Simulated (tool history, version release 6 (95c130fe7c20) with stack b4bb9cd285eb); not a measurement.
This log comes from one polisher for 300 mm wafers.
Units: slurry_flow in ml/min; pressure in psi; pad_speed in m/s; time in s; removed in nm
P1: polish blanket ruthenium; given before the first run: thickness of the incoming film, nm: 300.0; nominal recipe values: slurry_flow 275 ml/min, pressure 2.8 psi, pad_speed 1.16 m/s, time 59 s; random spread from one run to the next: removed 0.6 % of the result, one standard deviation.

Run 1, hour 6.7: slurry_flow 275 ml/min, pressure 2.8 psi, pad_speed 1.16 m/s, time 59 s. Result: removed 88.230 nm.
Run 2, hour 14.4: slurry_flow 275 ml/min, pressure 2.0 psi, pad_speed 1.16 m/s, time 59 s. Result: removed 62.984 nm.
Run 3, hour 20.9: slurry_flow 275 ml/min, pressure 2.8 psi, pad_speed 0.52 m/s, time 59 s. Result: removed 39.618 nm.
Run 4, hour 26.3: slurry_flow 275 ml/min, pressure 2.8 psi, pad_speed 1.16 m/s, time 59 s. Result: removed 87.319 nm.
Run 5, hour 31.4: slurry_flow 190 ml/min, pressure 2.8 psi, pad_speed 1.16 m/s, time 35 s. Result: removed 50.307 nm.
Run 6, hour 37.2: slurry_flow 275 ml/min, pressure 2.8 psi, pad_speed 1.16 m/s, time 38 s. Result: removed 57.017 nm.
Run 7, hour 42.2: slurry_flow 275 ml/min, pressure 2.8 psi, pad_speed 1.16 m/s, time 59 s. Result: removed 88.488 nm.
At hour 43.0: head pressure recalibrated.
Run 8, hour 49.5: slurry_flow 275 ml/min, pressure 2.8 psi, pad_speed 1.16 m/s, time 83 s. Result: removed 124.450 nm.
Run 9, hour 59.9: slurry_flow 380 ml/min, pressure 2.8 psi, pad_speed 1.16 m/s, time 74 s. Result: removed 113.910 nm.
Run 10, hour 64.8: slurry_flow 275 ml/min, pressure 2.8 psi, pad_speed 1.64 m/s, time 59 s. Result: removed 124.390 nm.
Run 11, hour 70.9: slurry_flow 355 ml/min, pressure 2.8 psi, pad_speed 1.16 m/s, time 59 s. Result: removed 89.694 nm.
Run 12, hour 76.8: slurry_flow 165 ml/min, pressure 2.8 psi, pad_speed 1.64 m/s, time 59 s. Result: removed 118.360 nm.
At hour 81.9: slurry nozzle cleaned.
Run 13, hour 85.8: slurry_flow 275 ml/min, pressure 2.8 psi, pad_speed 1.16 m/s, time 59 s. Result: removed 88.439 nm.
Run 14, hour 93.4: slurry_flow 165 ml/min, pressure 2.8 psi, pad_speed 1.16 m/s, time 59 s. Result: removed 82.389 nm.
Run 15, hour 100.9: slurry_flow 275 ml/min, pressure 4.4 psi, pad_speed 1.16 m/s, time 59 s. Result: removed 138.440 nm.
Run 16, hour 108.1: slurry_flow 275 ml/min, pressure 2.8 psi, pad_speed 1.16 m/s, time 59 s. Result: removed 88.285 nm.
Run 17, hour 113.3: slurry_flow 275 ml/min, pressure 2.8 psi, pad_speed 1.16 m/s, time 59 s. Result: removed 88.374 nm.
Run 18, hour 120.9: slurry_flow 275 ml/min, pressure 2.8 psi, pad_speed 1.16 m/s, time 59 s. Result: removed 86.868 nm.
Run 19, hour 130.6: slurry_flow 275 ml/min, pressure 2.8 psi, pad_speed 1.16 m/s, time 59 s. Result: removed 86.728 nm.
At hour 135.1: worn pad replaced by a new one.
Run 20, hour 138.4: slurry_flow 275 ml/min, pressure 2.8 psi, pad_speed 1.16 m/s, time 59 s. Result: removed 85.509 nm.
Run 21, hour 147.2: slurry_flow 275 ml/min, pressure 2.8 psi, pad_speed 1.16 m/s, time 59 s. Result: removed 85.565 nm.
Run 22, hour 154.3: slurry_flow 275 ml/min, pressure 2.8 psi, pad_speed 1.16 m/s, time 59 s. Result: removed 84.651 nm.
Run 23, hour 159.6: slurry_flow 275 ml/min, pressure 2.8 psi, pad_speed 1.16 m/s, time 59 s. Result: removed 85.209 nm.

Expected results for the next run?
Run 24, hour 165.0: slurry_flow 275 ml/min, pressure 2.8 psi, pad_speed 1.16 m/s, time 59 s. Result: removed ?.

removed: 86.322 nm
